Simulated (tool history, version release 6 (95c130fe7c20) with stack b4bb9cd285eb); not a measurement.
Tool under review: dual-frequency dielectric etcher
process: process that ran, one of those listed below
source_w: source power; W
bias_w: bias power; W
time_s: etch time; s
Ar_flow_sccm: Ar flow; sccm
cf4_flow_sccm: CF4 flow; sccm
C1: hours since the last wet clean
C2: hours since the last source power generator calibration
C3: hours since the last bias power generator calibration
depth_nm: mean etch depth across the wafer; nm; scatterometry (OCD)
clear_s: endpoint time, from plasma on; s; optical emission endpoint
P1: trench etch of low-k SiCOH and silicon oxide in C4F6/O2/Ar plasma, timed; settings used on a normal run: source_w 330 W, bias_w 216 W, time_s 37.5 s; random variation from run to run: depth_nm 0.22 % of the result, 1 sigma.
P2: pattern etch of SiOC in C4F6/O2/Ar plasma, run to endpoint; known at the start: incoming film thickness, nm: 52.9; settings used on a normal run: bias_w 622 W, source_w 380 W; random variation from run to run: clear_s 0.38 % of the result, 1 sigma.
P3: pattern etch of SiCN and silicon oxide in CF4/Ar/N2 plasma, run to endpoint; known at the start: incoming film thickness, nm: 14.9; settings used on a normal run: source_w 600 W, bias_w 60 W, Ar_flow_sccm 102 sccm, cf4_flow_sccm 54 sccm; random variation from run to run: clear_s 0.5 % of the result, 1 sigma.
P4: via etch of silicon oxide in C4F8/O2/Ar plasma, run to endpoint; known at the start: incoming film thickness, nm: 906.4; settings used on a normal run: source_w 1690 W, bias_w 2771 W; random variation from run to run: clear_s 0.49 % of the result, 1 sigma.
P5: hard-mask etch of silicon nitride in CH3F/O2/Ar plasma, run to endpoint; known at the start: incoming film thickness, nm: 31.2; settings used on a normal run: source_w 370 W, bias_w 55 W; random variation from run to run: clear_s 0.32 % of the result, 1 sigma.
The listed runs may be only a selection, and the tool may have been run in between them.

Run 1, hour 2.7: process P1, source_w 330 W, bias_w 216 W, time_s 37.5 s; C1 374.1; C2 1593.8; C3 487.7. Result: depth_nm 122.86 nm.
Run 2, hour 4.6: process P3, source_w 600 W, bias_w 41 W, Ar_flow_sccm 102 sccm, cf4_flow_sccm 54 sccm; C1 376; C2 1595.7; C3 489.6. Result: clear_s 16.843 s.
Run 3, hour 8.3: process P3, source_w 850 W, bias_w 60 W, Ar_flow_sccm 102 sccm, cf4_flow_sccm 54 sccm; C1 379.7; C2 1599.4; C3 493.3. Result: clear_s 10.988 s.
Run 4, hour 11: process P3, source_w 600 W, bias_w 60 W, Ar_flow_sccm 102 sccm, cf4_flow_sccm 54 sccm; C1 382.4; C2 1602.1; C3 496. Result: clear_s 14.835 s.
At hour 13.5: bias power generator calibrated.
Run 5, hour 13.5: process P4, source_w 1090 W, bias_w 2771 W; C1 384.9; C2 1604.6; C3 0. Result: clear_s 198.8 s.
Run 6, hour 15.9: process P1, source_w 330 W, bias_w 216 W, time_s 47.5 s; C1 387.3; C2 1607; C3 2.4. Result: depth_nm 156.06 nm.
Run 7, hour 19.8: process P1, source_w 330 W, bias_w 295 W, time_s 37.5 s; C1 391.2; C2 1610.9; C3 6.3. Result: depth_nm 136.29 nm.
Run 8, hour 22.2: process P1, source_w 330 W, bias_w 216 W, time_s 37.5 s; C1 393.6; C2 1613.3; C3 8.7. Result: depth_nm 122.88 nm.
Run 9, hour 25.2: process P1, source_w 330 W, bias_w 216 W, time_s 37.5 s; C1 396.6; C2 1616.3; C3 11.7. Result: depth_nm 122.46 nm.
Run 10, hour 27.6: process P1, source_w 260 W, bias_w 216 W, time_s 37.5 s; C1 399; C2 1618.7; C3 14.1. Result: depth_nm 112.16 nm.
Run 11, hour 30.6: process P1, source_w 330 W, bias_w 216 W, time_s 37.5 s; C1 402; C2 1621.7; C3 17.1. Result: depth_nm 122.65 nm.
Run 12, hour 34.3: process P2, source_w 380 W, bias_w 370 W; C1 405.7; C2 1625.4; C3 20.8. Result: clear_s 20.048 s.
Run 13, hour 36.2: process P4, source_w 1690 W, bias_w 1607 W; C1 407.6; C2 1627.3; C3 22.7. Result: clear_s 196.89 s.
Run 14, hour 40.5: process P4, source_w 1690 W, bias_w 2771 W; C1 411.9; C2 1631.6; C3 27. Result: clear_s 168.3 s.
Run 15, hour 42.4: process P1, source_w 410 W, bias_w 216 W, time_s 37.5 s; C1 413.8; C2 1633.5; C3 28.9. Result: depth_nm 133.63 nm.
Run 16, hour 45.5: process P1, source_w 330 W, bias_w 216 W, time_s 23 s; C1 416.9; C2 1636.6; C3 32. Result: depth_nm 75.346 nm.
Run 17, hour 47.4: process P1, source_w 330 W, bias_w 167 W, time_s 37.5 s; C1 418.8; C2 1638.5; C3 33.9. Result: depth_nm 113.25 nm.
Run 18, hour 49.6: process P5, source_w 370 W, bias_w 55 W; C1 421; C2 1640.7; C3 36.1. Result: clear_s 52.199 s.
Run 19, hour 52.7: process P5, source_w 370 W, bias_w 35 W; C1 424.1; C2 1643.8; C3 39.2. Result: clear_s 59.75 s.
Run 20, hour 55.2: process P2, source_w 380 W, bias_w 622 W; C1 426.6; C2 1646.3; C3 41.7. Result: clear_s 16.596 s.
Run 21, hour 57.3: process P1, source_w 260 W, bias_w 216 W, time_s 54 s; C1 428.7; C2 1648.4; C3 43.8. Result: depth_nm 162 nm.
Run 22, hour 59.5: process P5, source_w 500 W, bias_w 55 W; C1 430.9; C2 1650.6; C3 46. Result: clear_s 46.331 s.
Run 23, hour 62: process P2, source_w 540 W, bias_w 622 W; C1 433.4; C2 1653.1; C3 48.5. Result: clear_s 14.58 s.
Run 24, hour 64.2: process P3, source_w 600 W, bias_w 60 W, Ar_flow_sccm 76 sccm, cf4_flow_sccm 54 sccm; C1 435.6; C2 1655.3; C3 50.7. Result: clear_s 14.265 s.
Run 25, hour 67.8: process P3, source_w 600 W, bias_w 60 W, Ar_flow_sccm 102 sccm, cf4_flow_sccm 38 sccm; C1 439.2; C2 1658.9; C3 54.3. Result: clear_s 15.906 s.
Run 26, hour 70.4: process P1, source_w 330 W, bias_w 216 W, time_s 37.5 s; C1 441.8; C2 1661.5; C3 56.9. Result: depth_nm 122.59 nm.
Run 27, hour 73.7: process P1, source_w 330 W, bias_w 216 W, time_s 37.5 s; C1 445.1; C2 1664.8; C3 60.2. Result: depth_nm 121.6 nm.
Run 28, hour 76.6: process P1, source_w 330 W, bias_w 216 W, time_s 37.5 s; C1 448; C2 1667.7; C3 63.1. Result: depth_nm 121.9 nm.
Run 29, hour 78.9: process P1, source_w 330 W, bias_w 216 W, time_s 37.5 s; C1 450.3; C2 1670; C3 65.4. Result: depth_nm 121.28 nm.
At hour 80: wet clean of the chamber.
Run 30, hour 83: process P1, source_w 330 W, bias_w 216 W, time_s 37.5 s; C1 3; C2 1674.1; C3 69.5. Result: depth_nm 121.82 nm.
Run 31, hour 85.9: process P1, source_w 330 W, bias_w 216 W, time_s 37.5 s; C1 5.9; C2 1677; C3 72.4. Result: depth_nm 120.74 nm.
Run 32, hour 89.6: process P1, source_w 330 W, bias_w 216 W, time_s 37.5 s; C1 9.6; C2 1680.7; C3 76.1. Result: depth_nm 121.48 nm.
Run 33, hour 93.2: process P1, source_w 330 W, bias_w 216 W, time_s 37.5 s; C1 13.2; C2 1684.3; C3 79.7. Result: depth_nm 121.41 nm.

P1 has crept away from where it was. The log is fitted equally well by each of these 2 causes, at the sizes shown:
A: source power that arrives under what is set, % = 3.54
B: bias power that arrives under what is set, % = 4.09
At approximately hour 70.4, the process output began to creep.
Excluded causes, each with its reason:
chamber walls in a state that lowers the etch rate, %: its service at hour 80 followed the start of the drift and did not put the process back to its old value

Consider the 4 check runs below, whose results appear as question marks and each of which averages 5 wafers. Which one distinguishes the causes, in that each cause would give it a clearly different result?
Run check 1, hour 96.8: process P3, source_w 790 W, bias_w 43 W, Ar_flow_sccm 102 sccm, cf4_flow_sccm 54 sccm. Result: clear_s ?.
Run check 2, hour 96.8: process P5, source_w 460 W, bias_w 37 W. Result: clear_s ?.
Run check 3, hour 96.8: process P4, source_w 1690 W, bias_w 2041 W. Result: clear_s ?.
Run check 4, hour 96.8: process P2, source_w 490 W, bias_w 377 W. Result: clear_s ?.

Check results expected under each cause:
  check   result    if A    if B
check 1  clear_s  13.395  13.129
check 2  clear_s  54.787  54.637
check 3  clear_s   186.8  186.38
check 4  clear_s   18.38  18.402
Gap, in per cent, between the two causes that each check separates least, read from the result that separates them most: check 1 2 %; check 2 0.27 %; check 3 0.22 %; check 4 0.12 %
Check 1 tells the causes apart: in the others they would give nearly the same result.

Then check 1 was run and gave: clear_s 13.152 s. Which cause is it?

It is B: bias power that arrives under what is set, %.

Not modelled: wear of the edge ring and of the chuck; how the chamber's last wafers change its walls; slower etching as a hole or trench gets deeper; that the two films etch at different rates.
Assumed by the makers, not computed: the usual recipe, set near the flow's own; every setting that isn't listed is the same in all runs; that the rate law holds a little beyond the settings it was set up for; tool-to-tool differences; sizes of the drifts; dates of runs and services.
